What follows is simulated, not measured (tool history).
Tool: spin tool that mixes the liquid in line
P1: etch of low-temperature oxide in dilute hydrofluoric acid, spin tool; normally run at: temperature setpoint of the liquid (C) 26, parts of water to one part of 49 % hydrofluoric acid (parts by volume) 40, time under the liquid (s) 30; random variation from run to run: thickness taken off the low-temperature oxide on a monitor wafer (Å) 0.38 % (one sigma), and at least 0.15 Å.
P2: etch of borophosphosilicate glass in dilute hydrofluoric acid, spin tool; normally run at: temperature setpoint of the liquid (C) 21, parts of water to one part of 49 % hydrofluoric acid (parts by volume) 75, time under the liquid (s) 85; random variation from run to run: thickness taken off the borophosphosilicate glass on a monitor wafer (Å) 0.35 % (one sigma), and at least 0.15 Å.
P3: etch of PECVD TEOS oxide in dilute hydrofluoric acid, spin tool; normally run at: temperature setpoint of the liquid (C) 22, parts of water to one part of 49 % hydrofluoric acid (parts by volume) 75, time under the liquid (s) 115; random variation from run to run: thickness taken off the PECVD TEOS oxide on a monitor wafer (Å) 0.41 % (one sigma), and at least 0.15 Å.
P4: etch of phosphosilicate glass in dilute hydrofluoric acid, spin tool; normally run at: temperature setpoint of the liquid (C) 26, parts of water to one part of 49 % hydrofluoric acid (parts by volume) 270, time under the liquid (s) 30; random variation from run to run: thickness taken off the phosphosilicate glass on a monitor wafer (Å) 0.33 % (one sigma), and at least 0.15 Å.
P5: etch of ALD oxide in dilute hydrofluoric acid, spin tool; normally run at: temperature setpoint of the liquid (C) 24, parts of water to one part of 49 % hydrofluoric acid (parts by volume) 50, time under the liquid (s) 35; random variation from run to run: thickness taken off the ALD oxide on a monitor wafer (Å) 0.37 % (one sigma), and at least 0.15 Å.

run,day,process that ran,temperature setpoint of the liquid (C),parts of water to one part of 49 % hydrofluoric acid (parts by volume),time under the liquid (s),thickness taken off the low-temperature oxide on a monitor wafer (Å),thickness taken off the PECVD TEOS oxide on a monitor wafer (Å),thickness taken off the phosphosilicate glass on a monitor wafer (Å),thickness taken off the ALD oxide on a monitor wafer (Å),thickness taken off the borophosphosilicate glass on a monitor wafer (Å)
1,0.342,P1,26,40,30,186.35,,,,
2,0.621,P1,26,40,30,186.7,,,,
3,0.938,P3,22,75,115,,206.11,,,
4,1.096,P4,26,270,15,,,78.653,,
5,1.296,P5,24,75,35,,,,140.28,
6,1.596,P1,18,40,30,133.87,,,,
7,1.771,P4,21.5,270,30,,,134.09,,
8,2.029,P3,29.5,75,115,,278.04,,,
# day 2.192: thermometer replaced
9,2.296,P3,22,75,15,,27.219,,,
10,2.596,P1,26,40,30,187.53,,,,
11,2.817,P5,24,50,35,,,,218.16,
12,3.154,P3,22,45,115,,355,,,
13,3.492,P1,26,20,15,191.03,,,,
14,3.721,P1,26,40,15,93.373,,,,
15,3.958,P1,26,40,30,186.66,,,,
16,4.175,P1,26,40,30,186.78,,,,
17,4.412,P4,26,270,30,,,156.84,,
18,4.688,P1,33.5,40,15,126.27,,,,
19,4.858,P2,21,75,40,,,,,203.54
20,5.196,P4,26,270,30,,,156.89,,
21,5.467,P1,26,70,30,102.65,,,,
22,5.758,P1,26,40,55,344.25,,,,
23,5.958,P2,21,75,85,,,,,431.96

The next listed run, before its measurement:
24,6.162,P2,21,75,85,,,,,?

Run 24 gave thickness taken off the borophosphosilicate glass on a monitor wafer (Å) 432.58.
